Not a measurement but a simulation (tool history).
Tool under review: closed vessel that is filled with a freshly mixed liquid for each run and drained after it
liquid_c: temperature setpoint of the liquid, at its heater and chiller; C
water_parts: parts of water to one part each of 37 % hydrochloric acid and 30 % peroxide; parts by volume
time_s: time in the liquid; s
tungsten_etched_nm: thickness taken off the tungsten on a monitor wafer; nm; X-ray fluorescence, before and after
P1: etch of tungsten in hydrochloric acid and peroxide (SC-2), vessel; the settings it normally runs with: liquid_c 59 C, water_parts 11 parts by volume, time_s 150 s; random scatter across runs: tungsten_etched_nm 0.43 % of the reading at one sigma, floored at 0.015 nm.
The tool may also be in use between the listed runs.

run 1 hour=10.1 | liquid_c=59 water_parts=11 time_s=150 | tungsten_etched_nm=58.087
run 2 hour=22.3 | liquid_c=48 water_parts=15.5 time_s=150 | tungsten_etched_nm=21.172
run 3 hour=31.3 | liquid_c=59 water_parts=20 time_s=150 | tungsten_etched_nm=34.33
run 4 hour=39.6 | liquid_c=59 water_parts=4 time_s=225 | tungsten_etched_nm=188.21
run 5 hour=46.3 | liquid_c=59 water_parts=11 time_s=150 | tungsten_etched_nm=58.37
-- hour=49.8 chemicals flow meter replaced
run 6 hour=53.8 | liquid_c=70 water_parts=4.5 time_s=150 | tungsten_etched_nm=227.54
run 7 hour=64.5 | liquid_c=59 water_parts=11 time_s=285 | tungsten_etched_nm=111.24
run 8 hour=72 | liquid_c=59 water_parts=11 time_s=150 | tungsten_etched_nm=58.143
run 9 hour=83.8 | liquid_c=59 water_parts=11 time_s=30 | tungsten_etched_nm=11.612
run 10 hour=91.5 | liquid_c=59 water_parts=4 time_s=150 | tungsten_etched_nm=127.18
run 11 hour=99.2 | liquid_c=59 water_parts=11 time_s=150 | tungsten_etched_nm=58.148
run 12 hour=110.5 | liquid_c=72 water_parts=11 time_s=150 | tungsten_etched_nm=128.67
run 13 hour=118.7 | liquid_c=45 water_parts=11 time_s=150 | tungsten_etched_nm=23.149
run 14 hour=131 | liquid_c=59 water_parts=11 time_s=150 | tungsten_etched_nm=58.237
run 15 hour=139.6 | liquid_c=59 water_parts=11 time_s=150 | tungsten_etched_nm=58.23
run 16 hour=145.7 | liquid_c=59 water_parts=11 time_s=150 | tungsten_etched_nm=59.605
run 17 hour=157.3 | liquid_c=59 water_parts=11 time_s=150 | tungsten_etched_nm=61.056
run 18 hour=165 | liquid_c=59 water_parts=11 time_s=150 | tungsten_etched_nm=61.617
run 19 hour=175.7 | liquid_c=59 water_parts=11 time_s=150 | tungsten_etched_nm=61.944
run 20 hour=183.1 | liquid_c=59 water_parts=11 time_s=150 | tungsten_etched_nm=62.416
run 21 hour=195.5 | liquid_c=59 water_parts=11 time_s=150 | tungsten_etched_nm=62.554

What does the tool deliver on the next run?
run 22 hour=206 | liquid_c=59 water_parts=11 time_s=150 | tungsten_etched_nm=?

{"run 22": {"tungsten_etched_nm": 62.381}}
